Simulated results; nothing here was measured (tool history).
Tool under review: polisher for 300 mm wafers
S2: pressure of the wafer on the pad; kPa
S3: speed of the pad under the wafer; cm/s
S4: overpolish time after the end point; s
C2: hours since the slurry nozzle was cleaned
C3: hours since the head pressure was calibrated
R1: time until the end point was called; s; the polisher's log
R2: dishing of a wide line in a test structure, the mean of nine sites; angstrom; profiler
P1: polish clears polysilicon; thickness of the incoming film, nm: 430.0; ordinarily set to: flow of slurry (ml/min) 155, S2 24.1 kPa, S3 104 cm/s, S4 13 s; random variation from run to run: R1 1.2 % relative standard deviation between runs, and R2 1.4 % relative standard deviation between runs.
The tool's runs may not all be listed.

run 1 hour=5.3 | flow_of_slurry_(ml/min)=155 S2=24.1 S3=104 S4=13 | wafers_polished_on_this_pad=811 C2=87.7 C3=389.4 | R1=21.188 R2=554.13
run 2 hour=9.9 | flow_of_slurry_(ml/min)=155 S2=24.1 S3=152 S4=13 | wafers_polished_on_this_pad=882 C2=92.3 C3=394.0 | R1=14.351 R2=541.54
run 3 hour=15.5 | flow_of_slurry_(ml/min)=155 S2=24.1 S3=104 S4=4 | wafers_polished_on_this_pad=968 C2=97.9 C3=399.6 | R1=21.383 R2=416.33
run 4 hour=21.1 | flow_of_slurry_(ml/min)=155 S2=24.1 S3=104 S4=13 | wafers_polished_on_this_pad=1054 C2=103.5 C3=405.2 | R1=21.283 R2=559.83
run 5 hour=24.3 | flow_of_slurry_(ml/min)=95 S2=24.1 S3=104 S4=13 | wafers_polished_on_this_pad=1104 C2=106.7 C3=408.4 | R1=23.947 R2=552.68
run 6 hour=29.3 | flow_of_slurry_(ml/min)=155 S2=24.1 S3=66 S4=13 | wafers_polished_on_this_pad=1181 C2=111.7 C3=413.4 | R1=34.174 R2=523.34
run 7 hour=33.1 | flow_of_slurry_(ml/min)=155 S2=24.1 S3=104 S4=13 | wafers_polished_on_this_pad=1239 C2=115.5 C3=417.2 | R1=21.934 R2=557.18
run 8 hour=38.2 | flow_of_slurry_(ml/min)=225 S2=24.1 S3=104 S4=4 | wafers_polished_on_this_pad=1318 C2=120.6 C3=422.3 | R1=20.647 R2=412.12
run 9 hour=41.5 | flow_of_slurry_(ml/min)=155 S2=24.1 S3=104 S4=13 | wafers_polished_on_this_pad=1368 C2=123.9 C3=425.6 | R1=21.838 R2=556.52
run 10 hour=44.9 | flow_of_slurry_(ml/min)=155 S2=37.2 S3=104 S4=13 | wafers_polished_on_this_pad=1421 C2=127.3 C3=429.0 | R1=14.055 R2=559.24
run 11 hour=48.3 | flow_of_slurry_(ml/min)=155 S2=24.1 S3=104 S4=20 | wafers_polished_on_this_pad=1473 C2=130.7 C3=432.4 | R1=21.512 R2=559.46
run 12 hour=51.2 | flow_of_slurry_(ml/min)=155 S2=24.1 S3=104 S4=13 | wafers_polished_on_this_pad=1517 C2=133.6 C3=435.3 | R1=22.051 R2=543.18
run 13 hour=56.1 | flow_of_slurry_(ml/min)=205 S2=24.1 S3=104 S4=13 | wafers_polished_on_this_pad=1593 C2=138.5 C3=440.2 | R1=20.957 R2=549.80

Run 14 comes next. What will it give?
run 14 hour=58.6 | flow_of_slurry_(ml/min)=155 S2=11.0 S3=104 S4=13 | wafers_polished_on_this_pad=1631 C2=141.0 C3=442.7 | R1=? R2=?

{"run 14": {"R1": 46.723, "R2": 495.64}}
